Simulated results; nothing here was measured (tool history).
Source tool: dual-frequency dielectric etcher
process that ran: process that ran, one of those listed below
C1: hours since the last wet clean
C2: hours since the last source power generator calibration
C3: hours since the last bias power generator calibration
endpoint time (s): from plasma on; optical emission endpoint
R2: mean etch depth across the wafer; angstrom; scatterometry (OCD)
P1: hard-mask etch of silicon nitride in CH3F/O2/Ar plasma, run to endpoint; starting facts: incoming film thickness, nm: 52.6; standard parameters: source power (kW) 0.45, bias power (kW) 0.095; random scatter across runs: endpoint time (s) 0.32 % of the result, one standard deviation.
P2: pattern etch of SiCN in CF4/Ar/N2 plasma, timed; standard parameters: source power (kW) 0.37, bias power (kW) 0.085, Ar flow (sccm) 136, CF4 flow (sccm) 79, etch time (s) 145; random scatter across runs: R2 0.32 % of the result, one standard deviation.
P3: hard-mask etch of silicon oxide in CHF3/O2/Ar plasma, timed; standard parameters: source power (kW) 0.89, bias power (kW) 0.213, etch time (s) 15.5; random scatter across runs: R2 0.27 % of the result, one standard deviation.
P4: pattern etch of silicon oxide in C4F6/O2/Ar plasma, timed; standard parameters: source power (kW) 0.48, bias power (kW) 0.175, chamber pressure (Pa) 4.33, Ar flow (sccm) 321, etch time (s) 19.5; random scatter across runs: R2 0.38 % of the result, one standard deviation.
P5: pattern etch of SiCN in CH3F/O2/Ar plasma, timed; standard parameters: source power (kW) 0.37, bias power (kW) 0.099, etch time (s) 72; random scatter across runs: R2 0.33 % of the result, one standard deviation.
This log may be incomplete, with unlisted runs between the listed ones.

run 1 day=0.162 | process_that_ran=P1 source_power_(kW)=0.45 bias_power_(kW)=0.095 | C1=289.2 C2=3581.7 C3=1345.1 | endpoint_time_(s)=67.523
run 2 day=0.275 | process_that_ran=P1 source_power_(kW)=0.45 bias_power_(kW)=0.095 | C1=291.9 C2=3584.4 C3=1347.8 | endpoint_time_(s)=67.211
run 3 day=0.5 | process_that_ran=P2 source_power_(kW)=0.37 bias_power_(kW)=0.085 Ar_flow_(sccm)=136 CF4_flow_(sccm)=64 etch_time_(s)=145 | C1=297.3 C2=3589.8 C3=1353.2 | R2=1053.1
run 4 day=0.671 | process_that_ran=P4 source_power_(kW)=0.48 bias_power_(kW)=0.175 Ar_flow_(sccm)=321 etch_time_(s)=19.5 chamber_pressure_(Pa)=3.4 | C1=301.4 C2=3593.9 C3=1357.3 | R2=673.9
run 5 day=0.879 | process_that_ran=P1 source_power_(kW)=0.45 bias_power_(kW)=0.095 | C1=306.4 C2=3598.9 C3=1362.3 | endpoint_time_(s)=67.494
run 6 day=1.075 | process_that_ran=P3 source_power_(kW)=0.89 bias_power_(kW)=0.213 etch_time_(s)=15.5 | C1=311.1 C2=3603.6 C3=1367 | R2=374.28
run 7 day=1.225 | process_that_ran=P1 source_power_(kW)=0.28 bias_power_(kW)=0.095 | C1=314.7 C2=3607.2 C3=1370.6 | endpoint_time_(s)=80.154
run 8 day=1.396 | process_that_ran=P1 source_power_(kW)=0.45 bias_power_(kW)=0.095 | C1=318.8 C2=3611.3 C3=1374.7 | endpoint_time_(s)=67.421
run 9 day=1.538 | process_that_ran=P3 source_power_(kW)=0.89 bias_power_(kW)=0.213 etch_time_(s)=8.5 | C1=322.2 C2=3614.7 C3=1378.1 | R2=205.11
run 10 day=1.742 | process_that_ran=P3 source_power_(kW)=0.89 bias_power_(kW)=0.28 etch_time_(s)=15.5 | C1=327.1 C2=3619.6 C3=1383 | R2=411.97
run 11 day=1.867 | process_that_ran=P4 source_power_(kW)=0.48 bias_power_(kW)=0.175 Ar_flow_(sccm)=321 etch_time_(s)=10.5 chamber_pressure_(Pa)=4.33 | C1=330.1 C2=3622.6 C3=1386 | R2=351.63
run 12 day=2.075 | process_that_ran=P2 source_power_(kW)=0.27 bias_power_(kW)=0.085 Ar_flow_(sccm)=136 CF4_flow_(sccm)=79 etch_time_(s)=145 | C1=335.1 C2=3627.6 C3=1391 | R2=826.83
run 13 day=2.217 | process_that_ran=P4 source_power_(kW)=0.48 bias_power_(kW)=0.105 Ar_flow_(sccm)=321 etch_time_(s)=19.5 chamber_pressure_(Pa)=4.33 | C1=338.5 C2=3631 C3=1394.4 | R2=563.57
run 14 day=2.454 | process_that_ran=P2 source_power_(kW)=0.37 bias_power_(kW)=0.085 Ar_flow_(sccm)=136 CF4_flow_(sccm)=79 etch_time_(s)=80 | C1=344.2 C2=3636.7 C3=1400.1 | R2=599.77
run 15 day=2.596 | process_that_ran=P1 source_power_(kW)=0.45 bias_power_(kW)=0.095 | C1=347.6 C2=3640.1 C3=1403.5 | endpoint_time_(s)=67.397
run 16 day=2.788 | process_that_ran=P1 source_power_(kW)=0.45 bias_power_(kW)=0.095 | C1=352.2 C2=3644.7 C3=1408.1 | endpoint_time_(s)=67.198
run 17 day=2.938 | process_that_ran=P2 source_power_(kW)=0.37 bias_power_(kW)=0.085 Ar_flow_(sccm)=90 CF4_flow_(sccm)=79 etch_time_(s)=145 | C1=355.8 C2=3648.3 C3=1411.7 | R2=1149.2
run 18 day=3.158 | process_that_ran=P4 source_power_(kW)=0.48 bias_power_(kW)=0.175 Ar_flow_(sccm)=321 etch_time_(s)=19.5 chamber_pressure_(Pa)=4.33 | C1=361.1 C2=3653.6 C3=1417 | R2=649.18
run 19 day=3.329 | process_that_ran=P5 source_power_(kW)=0.37 bias_power_(kW)=0.099 etch_time_(s)=72 | C1=365.2 C2=3657.7 C3=1421.1 | R2=293.42
run 20 day=3.496 | process_that_ran=P1 source_power_(kW)=0.58 bias_power_(kW)=0.095 | C1=369.2 C2=3661.7 C3=1425.1 | endpoint_time_(s)=60.991
-- day=3.567 bias power generator calibrated
run 21 day=3.708 | process_that_ran=P4 source_power_(kW)=0.61 bias_power_(kW)=0.175 Ar_flow_(sccm)=321 etch_time_(s)=19.5 chamber_pressure_(Pa)=4.33 | C1=374.3 C2=3666.8 C3=3.5 | R2=718.15
run 22 day=3.817 | process_that_ran=P5 source_power_(kW)=0.49 bias_power_(kW)=0.099 etch_time_(s)=72 | C1=376.9 C2=3669.4 C3=6.1 | R2=323.98
run 23 day=4.029 | process_that_ran=P2 source_power_(kW)=0.37 bias_power_(kW)=0.085 Ar_flow_(sccm)=136 CF4_flow_(sccm)=79 etch_time_(s)=145 | C1=382 C2=3674.5 C3=11.2 | R2=1082.1
run 24 day=4.162 | process_that_ran=P5 source_power_(kW)=0.37 bias_power_(kW)=0.099 etch_time_(s)=72 | C1=385.2 C2=3677.7 C3=14.4 | R2=290.9
run 25 day=4.392 | process_that_ran=P1 source_power_(kW)=0.3 bias_power_(kW)=0.06 | C1=390.7 C2=3683.2 C3=19.9 | endpoint_time_(s)=92.248
run 26 day=4.5 | process_that_ran=P5 source_power_(kW)=0.37 bias_power_(kW)=0.099 etch_time_(s)=52.5 | C1=393.3 C2=3685.8 C3=22.5 | R2=213.92
run 27 day=4.712 | process_that_ran=P1 source_power_(kW)=0.45 bias_power_(kW)=0.095 | C1=398.4 C2=3690.9 C3=27.6 | endpoint_time_(s)=67.274
run 28 day=4.825 | process_that_ran=P1 source_power_(kW)=0.45 bias_power_(kW)=0.113 | C1=401.1 C2=3693.6 C3=30.3 | endpoint_time_(s)=63.317
run 29 day=5.004 | process_that_ran=P3 source_power_(kW)=1.06 bias_power_(kW)=0.213 etch_time_(s)=15.5 | C1=405.4 C2=3697.9 C3=34.6 | R2=399.34
run 30 day=5.125 | process_that_ran=P2 source_power_(kW)=0.37 bias_power_(kW)=0.064 Ar_flow_(sccm)=136 CF4_flow_(sccm)=79 etch_time_(s)=145 | C1=408.3 C2=3700.8 C3=37.5 | R2=984.44
run 31 day=5.312 | process_that_ran=P1 source_power_(kW)=0.58 bias_power_(kW)=0.124 | C1=412.8 C2=3705.3 C3=42 | endpoint_time_(s)=55.884
run 32 day=5.5 | process_that_ran=P4 source_power_(kW)=0.48 bias_power_(kW)=0.175 Ar_flow_(sccm)=198 etch_time_(s)=19.5 chamber_pressure_(Pa)=4.33 | C1=417.3 C2=3709.8 C3=46.5 | R2=687.25
run 33 day=5.633 | process_that_ran=P5 source_power_(kW)=0.37 bias_power_(kW)=0.136 etch_time_(s)=72 | C1=420.5 C2=3713 C3=49.7 | R2=330.22
run 34 day=5.821 | process_that_ran=P3 source_power_(kW)=0.89 bias_power_(kW)=0.213 etch_time_(s)=15.5 | C1=425 C2=3717.5 C3=54.2 | R2=372.9
run 35 day=6.054 | process_that_ran=P1 source_power_(kW)=0.61 bias_power_(kW)=0.113 | C1=430.6 C2=3723.1 C3=59.8 | endpoint_time_(s)=56.653
run 36 day=6.246 | process_that_ran=P1 source_power_(kW)=0.45 bias_power_(kW)=0.061 | C1=435.2 C2=3727.7 C3=64.4 | endpoint_time_(s)=78.738
run 37 day=6.4 | process_that_ran=P1 source_power_(kW)=0.45 bias_power_(kW)=0.095 | C1=438.9 C2=3731.4 C3=68.1 | endpoint_time_(s)=67.607
run 38 day=6.567 | process_that_ran=P1 source_power_(kW)=0.45 bias_power_(kW)=0.095 | C1=442.9 C2=3735.4 C3=72.1 | endpoint_time_(s)=66.633
run 39 day=6.746 | process_that_ran=P1 source_power_(kW)=0.45 bias_power_(kW)=0.095 | C1=447.2 C2=3739.7 C3=76.4 | endpoint_time_(s)=66.659
-- day=6.854 wet clean of the chamber
run 40 day=6.971 | process_that_ran=P1 source_power_(kW)=0.45 bias_power_(kW)=0.095 | C1=2.8 C2=3745.1 C3=81.8 | endpoint_time_(s)=66.836
run 41 day=7.204 | process_that_ran=P1 source_power_(kW)=0.45 bias_power_(kW)=0.095 | C1=8.4 C2=3750.7 C3=87.4 | endpoint_time_(s)=66.228
run 42 day=7.408 | process_that_ran=P1 source_power_(kW)=0.45 bias_power_(kW)=0.095 | C1=13.3 C2=3755.6 C3=92.3 | endpoint_time_(s)=66.052
run 43 day=7.604 | process_that_ran=P1 source_power_(kW)=0.45 bias_power_(kW)=0.095 | C1=18 C2=3760.3 C3=97 | endpoint_time_(s)=66.543

The output of P1 has drifted from where it used to be. Each of the 2 causes below, taken at the size shown beside it, accounts for the log equally well:
A: source power that arrives over what is set, % = 4.46
B: bias power that arrives over what is set, % = 4.61
The process output started creeping at around day 6.4.
Why every other cause is out:
chamber walls in a state that raises the etch rate, %: serviced at day 6.854, after the change had begun; the process did not return to its earlier output

Consider the 4 check runs below, whose results appear as question marks and each of which averages 2 wafers. Which one distinguishes the causes, in that each cause would give it a clearly different result?
run check 1 day=7.8 | process_that_ran=P4 source_power_(kW)=0.48 bias_power_(kW)=0.109 Ar_flow_(sccm)=321 etch_time_(s)=19.5 chamber_pressure_(Pa)=4.33 | R2=?
run check 2 day=7.8 | process_that_ran=P3 source_power_(kW)=0.89 bias_power_(kW)=0.252 etch_time_(s)=15.5 | R2=?
run check 3 day=7.8 | process_that_ran=P2 source_power_(kW)=0.37 bias_power_(kW)=0.085 Ar_flow_(sccm)=136 CF4_flow_(sccm)=67 etch_time_(s)=85.5 | R2=?
run check 4 day=7.8 | process_that_ran=P5 source_power_(kW)=0.45 bias_power_(kW)=0.099 etch_time_(s)=72 | R2=?

Expected result of each check under each candidate cause:
check=check_1 result=R2 if_A=577.53 if_B=574.55
check=check_2 result=R2 if_A=402.91 if_B=402.63
check=check_3 result=R2 if_A=650.98 if_B=637.73
check=check_4 result=R2 if_A=319.38 if_B=319.62
Per check, the gap between the least separated pair of causes, taken in the result that splits them most: check 1 0.52 %; check 2 0.07 %; check 3 2.06 %; check 4 0.08 %
Of the check runs offered, only check 3 discriminates between the causes; the rest would read about the same regardless of which cause applies.

Check 3 has now been run. It gave: R2 649.2 angstrom. Which of the candidate causes is it?

The correct cause is A, namely: source power that arrives over what is set, %.
